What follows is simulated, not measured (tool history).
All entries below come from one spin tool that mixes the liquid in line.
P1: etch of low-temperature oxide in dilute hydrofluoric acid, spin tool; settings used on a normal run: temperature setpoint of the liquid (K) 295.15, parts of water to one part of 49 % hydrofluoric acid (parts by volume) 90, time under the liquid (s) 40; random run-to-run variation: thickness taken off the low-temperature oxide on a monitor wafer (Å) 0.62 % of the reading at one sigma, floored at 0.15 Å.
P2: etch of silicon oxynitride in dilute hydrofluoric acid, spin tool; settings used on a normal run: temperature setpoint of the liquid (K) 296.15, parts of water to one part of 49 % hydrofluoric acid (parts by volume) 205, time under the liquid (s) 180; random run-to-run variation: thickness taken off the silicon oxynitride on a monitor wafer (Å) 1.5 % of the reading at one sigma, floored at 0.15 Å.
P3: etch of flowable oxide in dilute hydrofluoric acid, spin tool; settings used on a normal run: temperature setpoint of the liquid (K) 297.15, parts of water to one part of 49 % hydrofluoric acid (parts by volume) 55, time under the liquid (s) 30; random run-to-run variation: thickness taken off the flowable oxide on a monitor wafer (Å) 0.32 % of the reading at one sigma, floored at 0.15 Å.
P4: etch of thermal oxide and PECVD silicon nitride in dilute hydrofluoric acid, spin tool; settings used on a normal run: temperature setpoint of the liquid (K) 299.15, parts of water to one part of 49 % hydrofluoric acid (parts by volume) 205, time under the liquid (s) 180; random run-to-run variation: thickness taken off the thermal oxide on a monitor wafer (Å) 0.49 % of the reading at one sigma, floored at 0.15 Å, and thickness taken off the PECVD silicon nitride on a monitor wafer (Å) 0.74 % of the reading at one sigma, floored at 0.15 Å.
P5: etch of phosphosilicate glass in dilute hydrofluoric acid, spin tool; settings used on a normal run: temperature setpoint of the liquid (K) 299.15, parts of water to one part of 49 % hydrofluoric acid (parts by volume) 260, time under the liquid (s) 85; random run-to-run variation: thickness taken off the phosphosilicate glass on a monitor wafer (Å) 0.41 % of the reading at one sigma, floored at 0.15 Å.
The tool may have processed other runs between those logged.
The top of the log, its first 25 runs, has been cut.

run     day  process that ran  temperature setpoint of the liquid (K)  parts of water to one part of 49 % hydrofluoric acid (parts by volume)  time under the liquid (s)  thickness taken off the low-temperature oxide on a monitor wafer (Å)  thickness taken off the thermal oxide on a monitor wafer (Å)  thickness taken off the PECVD silicon nitride on a monitor wafer (Å)  thickness taken off the flowable oxide on a monitor wafer (Å)  thickness taken off the phosphosilicate glass on a monitor wafer (Å)  thickness taken off the silicon oxynitride on a monitor wafer (Å)
 26  11.229                P1                                  302.65                                                                      90                         20                                                                29.572
 27  11.650                P2                                  296.15                                                                     205                        180                                                                                                                                                                                                                                                                                                                                                                                                           17.7090
 28  12.108                P1                                  295.15                                                                      90                         40                                                                43.984
 29  12.646                P3                                  297.15                                                                      55                         30                                                                                                                                                                                                                                                                   326.83
 30  12.954                P1                                  295.15                                                                      90                         40                                                                44.777
 31  13.417                P1                                  295.15                                                                      90                         40                                                                45.915
 32  13.779                P1                                  295.15                                                                      90                         40                                                                46.232
 33  14.192                P1                                  295.15                                                                      90                         40                                                                47.171

Forecast run 34:
 34  14.462                P1                                  295.15                                                                      90                         40                                                                     ?

{"run 34": {"thickness taken off the low-temperature oxide on a monitor wafer (Å)": 47.228}}

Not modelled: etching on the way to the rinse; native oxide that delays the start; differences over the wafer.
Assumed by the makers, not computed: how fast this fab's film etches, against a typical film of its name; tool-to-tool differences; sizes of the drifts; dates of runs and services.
